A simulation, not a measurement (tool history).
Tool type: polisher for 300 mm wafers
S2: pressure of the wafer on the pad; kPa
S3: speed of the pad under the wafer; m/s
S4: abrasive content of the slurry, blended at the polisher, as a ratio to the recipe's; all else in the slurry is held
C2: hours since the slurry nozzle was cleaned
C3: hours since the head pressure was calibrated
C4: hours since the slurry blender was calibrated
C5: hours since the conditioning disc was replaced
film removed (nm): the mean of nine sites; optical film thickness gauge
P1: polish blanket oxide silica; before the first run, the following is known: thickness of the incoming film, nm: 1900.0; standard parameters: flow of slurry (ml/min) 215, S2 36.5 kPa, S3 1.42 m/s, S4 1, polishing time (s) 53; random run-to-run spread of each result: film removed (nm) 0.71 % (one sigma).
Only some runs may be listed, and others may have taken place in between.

run 1 hour=7.5 | flow_of_slurry_(ml/min)=215 S2=36.5 S3=1.42 S4=1 polishing_time_(s)=53 | wafers_polished_on_this_pad=454 C2=157.7 C3=377.6 C4=82.9 C5=47.4 | film_removed_(nm)=309.49
run 2 hour=12.2 | flow_of_slurry_(ml/min)=215 S2=50.3 S3=1.42 S4=1 polishing_time_(s)=53 | wafers_polished_on_this_pad=509 C2=162.4 C3=382.3 C4=87.6 C5=52.1 | film_removed_(nm)=430.35
run 3 hour=20.1 | flow_of_slurry_(ml/min)=215 S2=36.5 S3=0.76 S4=1 polishing_time_(s)=53 | wafers_polished_on_this_pad=602 C2=170.3 C3=390.2 C4=95.5 C5=60 | film_removed_(nm)=189.06
run 4 hour=25.2 | flow_of_slurry_(ml/min)=215 S2=36.5 S3=1.42 S4=1 polishing_time_(s)=25 | wafers_polished_on_this_pad=662 C2=175.4 C3=395.3 C4=100.6 C5=65.1 | film_removed_(nm)=149.06
run 5 hour=33 | flow_of_slurry_(ml/min)=305 S2=22.1 S3=1.42 S4=1 polishing_time_(s)=53 | wafers_polished_on_this_pad=754 C2=183.2 C3=403.1 C4=108.4 C5=72.9 | film_removed_(nm)=196.45
run 6 hour=38.7 | flow_of_slurry_(ml/min)=215 S2=24.8 S3=1.42 S4=1 polishing_time_(s)=53 | wafers_polished_on_this_pad=821 C2=188.9 C3=408.8 C4=114.1 C5=78.6 | film_removed_(nm)=212.24
run 7 hour=43.7 | flow_of_slurry_(ml/min)=215 S2=36.5 S3=1.42 S4=1 polishing_time_(s)=53 | wafers_polished_on_this_pad=880 C2=193.9 C3=413.8 C4=119.1 C5=83.6 | film_removed_(nm)=317.9
run 8 hour=47.8 | flow_of_slurry_(ml/min)=215 S2=36.5 S3=1.42 S4=0.7 polishing_time_(s)=77 | wafers_polished_on_this_pad=928 C2=198 C3=417.9 C4=123.2 C5=87.7 | film_removed_(nm)=380.34
run 9 hour=51.9 | flow_of_slurry_(ml/min)=215 S2=36.5 S3=1.42 S4=1 polishing_time_(s)=53 | wafers_polished_on_this_pad=976 C2=202.1 C3=422 C4=127.3 C5=91.8 | film_removed_(nm)=313.81
run 10 hour=56.3 | flow_of_slurry_(ml/min)=215 S2=36.5 S3=1.42 S4=0.5 polishing_time_(s)=53 | wafers_polished_on_this_pad=1028 C2=206.5 C3=426.4 C4=131.7 C5=96.2 | film_removed_(nm)=212.7
-- hour=61.4 slurry nozzle cleaned
run 11 hour=62.8 | flow_of_slurry_(ml/min)=315 S2=36.5 S3=1.42 S4=1 polishing_time_(s)=53 | wafers_polished_on_this_pad=1105 C2=1.4 C3=432.9 C4=138.2 C5=102.7 | film_removed_(nm)=326.48
run 12 hour=69.7 | flow_of_slurry_(ml/min)=215 S2=36.5 S3=2.12 S4=1 polishing_time_(s)=53 | wafers_polished_on_this_pad=1186 C2=8.3 C3=439.8 C4=145.1 C5=109.6 | film_removed_(nm)=435.46
run 13 hour=74.5 | flow_of_slurry_(ml/min)=215 S2=36.5 S3=1.42 S4=1 polishing_time_(s)=82 | wafers_polished_on_this_pad=1242 C2=13.1 C3=444.6 C4=149.9 C5=114.4 | film_removed_(nm)=480.4
run 14 hour=81.5 | flow_of_slurry_(ml/min)=215 S2=36.5 S3=1.42 S4=1 polishing_time_(s)=53 | wafers_polished_on_this_pad=1325 C2=20.1 C3=451.6 C4=156.9 C5=121.4 | film_removed_(nm)=310.68
run 15 hour=86.9 | flow_of_slurry_(ml/min)=215 S2=36.5 S3=1.42 S4=0.7 polishing_time_(s)=70 | wafers_polished_on_this_pad=1388 C2=25.5 C3=457 C4=162.3 C5=126.8 | film_removed_(nm)=345.03
-- hour=91.6 conditioning disc replaced and pad reconditioned
run 16 hour=94 | flow_of_slurry_(ml/min)=215 S2=36.5 S3=1.42 S4=1.25 polishing_time_(s)=53 | wafers_polished_on_this_pad=1472 C2=32.6 C3=464.1 C4=169.4 C5=2.5 | film_removed_(nm)=340.88
run 17 hour=97.5 | flow_of_slurry_(ml/min)=160 S2=36.5 S3=1.42 S4=1 polishing_time_(s)=53 | wafers_polished_on_this_pad=1513 C2=36.1 C3=467.6 C4=172.9 C5=6 | film_removed_(nm)=298.13
run 18 hour=103.3 | flow_of_slurry_(ml/min)=215 S2=36.5 S3=1.42 S4=1 polishing_time_(s)=53 | wafers_polished_on_this_pad=1581 C2=41.9 C3=473.4 C4=178.7 C5=11.8 | film_removed_(nm)=312.83
run 19 hour=111 | flow_of_slurry_(ml/min)=215 S2=36.5 S3=1.42 S4=1 polishing_time_(s)=53 | wafers_polished_on_this_pad=1672 C2=49.6 C3=481.1 C4=186.4 C5=19.5 | film_removed_(nm)=298.79

Run 20 is up next; what results do you expect?
run 20 hour=118.3 | flow_of_slurry_(ml/min)=215 S2=36.5 S3=1.42 S4=1 polishing_time_(s)=53 | wafers_polished_on_this_pad=1758 C2=56.9 C3=488.4 C4=193.7 C5=26.8 | film_removed_(nm)=?

Run 20 measured film removed (nm) 291.19.

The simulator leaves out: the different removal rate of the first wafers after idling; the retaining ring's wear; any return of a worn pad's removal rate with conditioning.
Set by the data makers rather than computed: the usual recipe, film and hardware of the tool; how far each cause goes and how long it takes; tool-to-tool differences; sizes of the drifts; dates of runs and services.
